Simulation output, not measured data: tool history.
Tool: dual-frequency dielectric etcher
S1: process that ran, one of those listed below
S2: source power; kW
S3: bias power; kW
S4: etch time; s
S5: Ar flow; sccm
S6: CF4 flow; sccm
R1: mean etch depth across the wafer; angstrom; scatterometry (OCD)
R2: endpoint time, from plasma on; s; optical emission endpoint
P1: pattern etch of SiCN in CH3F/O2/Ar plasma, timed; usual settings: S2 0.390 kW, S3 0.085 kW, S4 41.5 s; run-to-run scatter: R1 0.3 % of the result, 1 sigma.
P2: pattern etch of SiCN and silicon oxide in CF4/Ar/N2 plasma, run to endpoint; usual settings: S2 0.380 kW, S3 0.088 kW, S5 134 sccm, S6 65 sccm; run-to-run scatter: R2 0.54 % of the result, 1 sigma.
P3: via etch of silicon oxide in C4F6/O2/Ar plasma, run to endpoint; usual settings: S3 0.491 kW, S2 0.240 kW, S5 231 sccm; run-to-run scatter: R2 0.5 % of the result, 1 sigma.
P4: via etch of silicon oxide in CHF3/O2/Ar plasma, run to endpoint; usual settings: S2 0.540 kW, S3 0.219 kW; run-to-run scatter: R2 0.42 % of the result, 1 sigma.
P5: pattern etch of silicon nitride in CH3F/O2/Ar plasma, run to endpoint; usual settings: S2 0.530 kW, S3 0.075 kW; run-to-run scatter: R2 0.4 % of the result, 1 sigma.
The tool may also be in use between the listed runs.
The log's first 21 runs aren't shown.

{"run": 22, "day": 4.075, "S1": "P4", "S2": 0.38, "S3": 0.219, "R2": 289.4}
{"run": 23, "day": 4.329, "S1": "P4", "S2": 0.54, "S3": 0.219, "R2": 253.47}
{"run": 24, "day": 4.504, "S1": "P2", "S2": 0.38, "S3": 0.088, "S5": 82, "S6": 65, "R2": 18.366}
{"run": 25, "day": 4.654, "S1": "P1", "S2": 0.39, "S3": 0.085, "S4": 62.0, "R1": 241.79}
{"run": 26, "day": 4.829, "S1": "P5", "S2": 0.53, "S3": 0.075, "R2": 68.994}
{"run": 27, "day": 5.017, "S1": "P1", "S2": 0.39, "S3": 0.115, "S4": 41.5, "R1": 181.17}
{"run": 28, "day": 5.158, "S1": "P5", "S2": 0.53, "S3": 0.075, "R2": 68.55}
{"run": 29, "day": 5.275, "S1": "P1", "S2": 0.39, "S3": 0.085, "S4": 41.5, "R1": 161.23}
{"run": 30, "day": 5.492, "S1": "P3", "S2": 0.24, "S3": 0.491, "S5": 231, "R2": 21.874}
{"run": 31, "day": 5.667, "S1": "P5", "S2": 0.53, "S3": 0.06, "R2": 73.093}
{"run": 32, "day": 5.888, "S1": "P3", "S2": 0.24, "S3": 0.491, "S5": 231, "R2": 22.132}
{"run": 33, "day": 6.142, "S1": "P1", "S2": 0.39, "S3": 0.085, "S4": 41.5, "R1": 161.61}
{"run": 34, "day": 6.35, "S1": "P1", "S2": 0.39, "S3": 0.085, "S4": 41.5, "R1": 162.73}
{"run": 35, "day": 6.479, "S1": "P1", "S2": 0.39, "S3": 0.085, "S4": 41.5, "R1": 162.76}
{"run": 36, "day": 6.608, "S1": "P1", "S2": 0.39, "S3": 0.085, "S4": 41.5, "R1": 162.95}
{"run": 37, "day": 6.846, "S1": "P1", "S2": 0.39, "S3": 0.085, "S4": 41.5, "R1": 163.81}
{"day": 6.888, "done": "wet clean of the chamber"}
{"run": 38, "day": 6.971, "S1": "P1", "S2": 0.39, "S3": 0.085, "S4": 41.5, "R1": 164.15}

Run 39 comes next. What will it give?
{"run": 39, "day": 7.154, "S1": "P1", "S2": 0.39, "S3": 0.085, "S4": 41.5, "R1": "?"}

R1: 163.510 angstrom
